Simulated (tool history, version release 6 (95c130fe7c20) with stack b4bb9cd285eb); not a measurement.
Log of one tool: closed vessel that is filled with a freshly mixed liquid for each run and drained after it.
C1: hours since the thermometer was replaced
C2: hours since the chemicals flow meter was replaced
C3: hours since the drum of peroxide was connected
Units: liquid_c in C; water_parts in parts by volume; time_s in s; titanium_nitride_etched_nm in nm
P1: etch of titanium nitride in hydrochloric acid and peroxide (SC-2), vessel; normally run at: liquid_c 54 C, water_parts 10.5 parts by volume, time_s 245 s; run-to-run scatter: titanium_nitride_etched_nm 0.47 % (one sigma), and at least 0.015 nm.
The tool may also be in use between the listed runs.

run 1 hour=9 | liquid_c=54 water_parts=10.5 time_s=245 | C1=833.5 C2=733.9 C3=761.5 | titanium_nitride_etched_nm=14.043
run 2 hour=17.5 | liquid_c=69 water_parts=10.5 time_s=245 | C1=842 C2=742.4 C3=770 | titanium_nitride_etched_nm=35.765
run 3 hour=35 | liquid_c=54 water_parts=10.5 time_s=245 | C1=859.5 C2=759.9 C3=787.5 | titanium_nitride_etched_nm=14.036
-- hour=38.7 chemicals flow meter replaced
run 4 hour=47.3 | liquid_c=54 water_parts=10.5 time_s=30 | C1=871.8 C2=8.7 C3=799.8 | titanium_nitride_etched_nm=1.7144
run 5 hour=57.4 | liquid_c=54 water_parts=10.5 time_s=245 | C1=881.9 C2=18.8 C3=809.9 | titanium_nitride_etched_nm=14.012
-- hour=63.2 new drum of peroxide connected
run 6 hour=73 | liquid_c=54 water_parts=10.5 time_s=245 | C1=897.5 C2=34.4 C3=9.9 | titanium_nitride_etched_nm=13.981
run 7 hour=86.2 | liquid_c=54 water_parts=10.5 time_s=370 | C1=910.7 C2=47.6 C3=23.1 | titanium_nitride_etched_nm=21.493
run 8 hour=99 | liquid_c=54 water_parts=10.5 time_s=245 | C1=923.5 C2=60.4 C3=35.9 | titanium_nitride_etched_nm=14.134
run 9 hour=114.7 | liquid_c=54 water_parts=4 time_s=245 | C1=939.2 C2=76.1 C3=51.6 | titanium_nitride_etched_nm=29.316
run 10 hour=125.5 | liquid_c=54 water_parts=15 time_s=35 | C1=950 C2=86.9 C3=62.4 | titanium_nitride_etched_nm=1.4937
run 11 hour=136 | liquid_c=54 water_parts=18.5 time_s=245 | C1=960.5 C2=97.4 C3=72.9 | titanium_nitride_etched_nm=8.5671
run 12 hour=147.1 | liquid_c=38.5 water_parts=10.5 time_s=245 | C1=971.6 C2=108.5 C3=84 | titanium_nitride_etched_nm=4.8976
run 13 hour=161.4 | liquid_c=54 water_parts=10.5 time_s=245 | C1=985.9 C2=122.8 C3=98.3 | titanium_nitride_etched_nm=14.079

The next listed run, before its measurement:
run 14 hour=176.1 | liquid_c=54 water_parts=10.5 time_s=245 | C1=1000.6 C2=137.5 C3=113 | titanium_nitride_etched_nm=?

{"run 14": {"titanium_nitride_etched_nm": 13.603}}

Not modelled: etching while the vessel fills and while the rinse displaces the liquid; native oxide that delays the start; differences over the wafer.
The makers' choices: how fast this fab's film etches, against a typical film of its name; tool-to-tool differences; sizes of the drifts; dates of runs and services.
